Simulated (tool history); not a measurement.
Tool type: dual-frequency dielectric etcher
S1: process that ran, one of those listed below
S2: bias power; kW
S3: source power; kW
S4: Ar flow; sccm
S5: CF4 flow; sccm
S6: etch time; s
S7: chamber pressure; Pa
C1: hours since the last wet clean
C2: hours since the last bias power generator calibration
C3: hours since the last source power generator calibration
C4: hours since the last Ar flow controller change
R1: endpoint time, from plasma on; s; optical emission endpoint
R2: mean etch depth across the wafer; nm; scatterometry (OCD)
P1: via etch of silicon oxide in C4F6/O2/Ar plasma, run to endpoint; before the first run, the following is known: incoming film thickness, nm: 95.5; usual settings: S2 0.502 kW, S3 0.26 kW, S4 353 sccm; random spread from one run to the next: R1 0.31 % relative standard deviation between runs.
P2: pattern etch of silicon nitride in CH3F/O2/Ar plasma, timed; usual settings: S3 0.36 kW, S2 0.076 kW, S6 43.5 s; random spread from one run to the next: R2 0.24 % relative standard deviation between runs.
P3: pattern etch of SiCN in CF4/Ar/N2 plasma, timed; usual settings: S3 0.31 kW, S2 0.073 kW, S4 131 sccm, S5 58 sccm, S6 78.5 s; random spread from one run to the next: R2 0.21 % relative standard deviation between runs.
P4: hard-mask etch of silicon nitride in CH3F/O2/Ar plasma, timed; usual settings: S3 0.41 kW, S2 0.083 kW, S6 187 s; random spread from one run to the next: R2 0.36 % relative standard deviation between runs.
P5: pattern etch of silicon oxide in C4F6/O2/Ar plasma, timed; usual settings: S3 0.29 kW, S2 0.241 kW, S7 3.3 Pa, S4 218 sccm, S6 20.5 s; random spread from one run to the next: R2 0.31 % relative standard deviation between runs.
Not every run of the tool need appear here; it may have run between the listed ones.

Run 1, hour 9.8: S1 P1, S2 0.502 kW, S3 0.26 kW, S4 353 sccm; C1 118; C2 1356.1; C3 2341; C4 814. Result: R1 25.902 s.
Run 2, hour 15.9: S1 P3, S2 0.046 kW, S3 0.31 kW, S4 131 sccm, S5 58 sccm, S6 78.5 s; C1 124.1; C2 1362.2; C3 2347.1; C4 820.1. Result: R2 37.149 nm.
Run 3, hour 25.5: S1 P1, S2 0.502 kW, S3 0.26 kW, S4 353 sccm; C1 133.7; C2 1371.8; C3 2356.7; C4 829.7. Result: R1 25.832 s.
Run 4, hour 36: S1 P3, S2 0.073 kW, S3 0.31 kW, S4 131 sccm, S5 58 sccm, S6 78.5 s; C1 144.2; C2 1382.3; C3 2367.2; C4 840.2. Result: R2 44.036 nm.
Run 5, hour 48.4: S1 P5, S2 0.173 kW, S3 0.29 kW, S4 218 sccm, S6 20.5 s, S7 3.3 Pa; C1 156.6; C2 1394.7; C3 2379.6; C4 852.6. Result: R2 59.869 nm.
Run 6, hour 58.5: S1 P3, S2 0.073 kW, S3 0.22 kW, S4 131 sccm, S5 58 sccm, S6 78.5 s; C1 166.7; C2 1404.8; C3 2389.7; C4 862.7. Result: R2 32.868 nm.
Run 7, hour 65.1: S1 P4, S2 0.083 kW, S3 0.3 kW, S6 187 s; C1 173.3; C2 1411.4; C3 2396.3; C4 869.3. Result: R2 122.2 nm.
Run 8, hour 72: S1 P1, S2 0.502 kW, S3 0.35 kW, S4 291 sccm; C1 180.2; C2 1418.3; C3 2403.2; C4 876.2. Result: R1 22.872 s.
Run 9, hour 83.4: S1 P2, S2 0.076 kW, S3 0.36 kW, S6 43.5 s; C1 191.6; C2 1429.7; C3 2414.6; C4 887.6. Result: R2 29.375 nm.
Run 10, hour 92.2: S1 P3, S2 0.073 kW, S3 0.31 kW, S4 131 sccm, S5 58 sccm, S6 112 s; C1 200.4; C2 1438.5; C3 2423.4; C4 896.4. Result: R2 63.051 nm.
Run 11, hour 98.4: S1 P5, S2 0.241 kW, S3 0.29 kW, S4 218 sccm, S6 20.5 s, S7 4.3 Pa; C1 206.6; C2 1444.7; C3 2429.6; C4 902.6. Result: R2 64.605 nm.
Run 12, hour 112.1: S1 P5, S2 0.241 kW, S3 0.39 kW, S4 218 sccm, S6 20.5 s, S7 3.3 Pa; C1 220.3; C2 1458.4; C3 2443.3; C4 916.3. Result: R2 75.079 nm.
Run 13, hour 123.4: S1 P1, S2 0.502 kW, S3 0.36 kW, S4 353 sccm; C1 231.6; C2 1469.7; C3 2454.6; C4 927.6. Result: R1 23.05 s.
Run 14, hour 137.2: S1 P1, S2 0.634 kW, S3 0.26 kW, S4 353 sccm; C1 245.4; C2 1483.5; C3 2468.4; C4 941.4. Result: R1 23.72 s.
Run 15, hour 146.1: S1 P5, S2 0.241 kW, S3 0.29 kW, S4 218 sccm, S6 28.5 s, S7 3.3 Pa; C1 254.3; C2 1492.4; C3 2477.3; C4 950.3. Result: R2 93.558 nm.
Run 16, hour 152.6: S1 P1, S2 0.502 kW, S3 0.26 kW, S4 429 sccm; C1 260.8; C2 1498.9; C3 2483.8; C4 956.8. Result: R1 26.665 s.
Run 17, hour 164.1: S1 P1, S2 0.502 kW, S3 0.26 kW, S4 353 sccm; C1 272.3; C2 1510.4; C3 2495.3; C4 968.3. Result: R1 26.018 s.
Run 18, hour 171.3: S1 P4, S2 0.113 kW, S3 0.41 kW, S6 187 s; C1 279.5; C2 1517.6; C3 2502.5; C4 975.5. Result: R2 153.42 nm.
Run 19, hour 184.8: S1 P2, S2 0.057 kW, S3 0.36 kW, S6 43.5 s; C1 293; C2 1531.1; C3 2516; C4 989. Result: R2 26.627 nm.
Run 20, hour 198: S1 P2, S2 0.076 kW, S3 0.49 kW, S6 43.5 s; C1 306.2; C2 1544.3; C3 2529.2; C4 1002.2. Result: R2 32.953 nm.
Run 21, hour 208.4: S1 P1, S2 0.502 kW, S3 0.26 kW, S4 219 sccm; C1 316.6; C2 1554.7; C3 2539.6; C4 1012.6. Result: R1 24.657 s.
Run 22, hour 217.3: S1 P5, S2 0.241 kW, S3 0.29 kW, S4 218 sccm, S6 20.5 s, S7 3.3 Pa; C1 325.5; C2 1563.6; C3 2548.5; C4 1021.5. Result: R2 67.113 nm.
Run 23, hour 230.9: S1 P1, S2 0.31 kW, S3 0.26 kW, S4 353 sccm; C1 339.1; C2 1577.2; C3 2562.1; C4 1035.1. Result: R1 31.006 s.
Run 24, hour 243.9: S1 P4, S2 0.083 kW, S3 0.41 kW, S6 187 s; C1 352.1; C2 1590.2; C3 2575.1; C4 1048.1. Result: R2 136.99 nm.
Run 25, hour 253.3: S1 P3, S2 0.073 kW, S3 0.31 kW, S4 131 sccm, S5 34 sccm, S6 78.5 s; C1 361.5; C2 1599.6; C3 2584.5; C4 1057.5. Result: R2 40.622 nm.
Run 26, hour 262: S1 P1, S2 0.502 kW, S3 0.26 kW, S4 353 sccm; C1 370.2; C2 1608.3; C3 2593.2; C4 1066.2. Result: R1 26.006 s.
Run 27, hour 271.5: S1 P1, S2 0.502 kW, S3 0.2 kW, S4 486 sccm; C1 379.7; C2 1617.8; C3 2602.7; C4 1075.7. Result: R1 29.553 s.
Run 28, hour 281: S1 P5, S2 0.241 kW, S3 0.29 kW, S4 162 sccm, S6 20.5 s, S7 3.3 Pa; C1 389.2; C2 1627.3; C3 2612.2; C4 1085.2. Result: R2 69.667 nm.
Run 29, hour 288.6: S1 P4, S2 0.083 kW, S3 0.41 kW, S6 112 s; C1 396.8; C2 1634.9; C3 2619.8; C4 1092.8. Result: R2 82.069 nm.
Run 30, hour 299.7: S1 P2, S2 0.076 kW, S3 0.36 kW, S6 63 s; C1 407.9; C2 1646; C3 2630.9; C4 1103.9. Result: R2 42.608 nm.
Run 31, hour 309: S1 P2, S2 0.076 kW, S3 0.36 kW, S6 43.5 s; C1 417.2; C2 1655.3; C3 2640.2; C4 1113.2. Result: R2 29.373 nm.
Run 32, hour 317: S1 P1, S2 0.502 kW, S3 0.21 kW, S4 220 sccm; C1 425.2; C2 1663.3; C3 2648.2; C4 1121.2. Result: R1 26.651 s.
Run 33, hour 329.8: S1 P1, S2 0.502 kW, S3 0.19 kW, S4 353 sccm; C1 438; C2 1676.1; C3 2661; C4 1134. Result: R1 29.088 s.
Run 34, hour 338: S1 P5, S2 0.241 kW, S3 0.29 kW, S4 218 sccm, S6 20.5 s, S7 3.3 Pa; C1 446.2; C2 1684.3; C3 2669.2; C4 1142.2. Result: R2 67.071 nm.
Run 35, hour 345.4: S1 P3, S2 0.073 kW, S3 0.31 kW, S4 131 sccm, S5 58 sccm, S6 78.5 s; C1 453.6; C2 1691.7; C3 2676.6; C4 1149.6. Result: R2 44.081 nm.
Run 36, hour 351.8: S1 P4, S2 0.083 kW, S3 0.41 kW, S6 187 s; C1 460; C2 1698.1; C3 2683; C4 1156. Result: R2 136.64 nm.

Expected results for the next run?
Run 37, hour 363.1: S1 P3, S2 0.073 kW, S3 0.31 kW, S4 185 sccm, S5 58 sccm, S6 78.5 s; C1 471.3; C2 1709.4; C3 2694.3; C4 1167.3. Result: R2 ?.

R2: 41.825 nm

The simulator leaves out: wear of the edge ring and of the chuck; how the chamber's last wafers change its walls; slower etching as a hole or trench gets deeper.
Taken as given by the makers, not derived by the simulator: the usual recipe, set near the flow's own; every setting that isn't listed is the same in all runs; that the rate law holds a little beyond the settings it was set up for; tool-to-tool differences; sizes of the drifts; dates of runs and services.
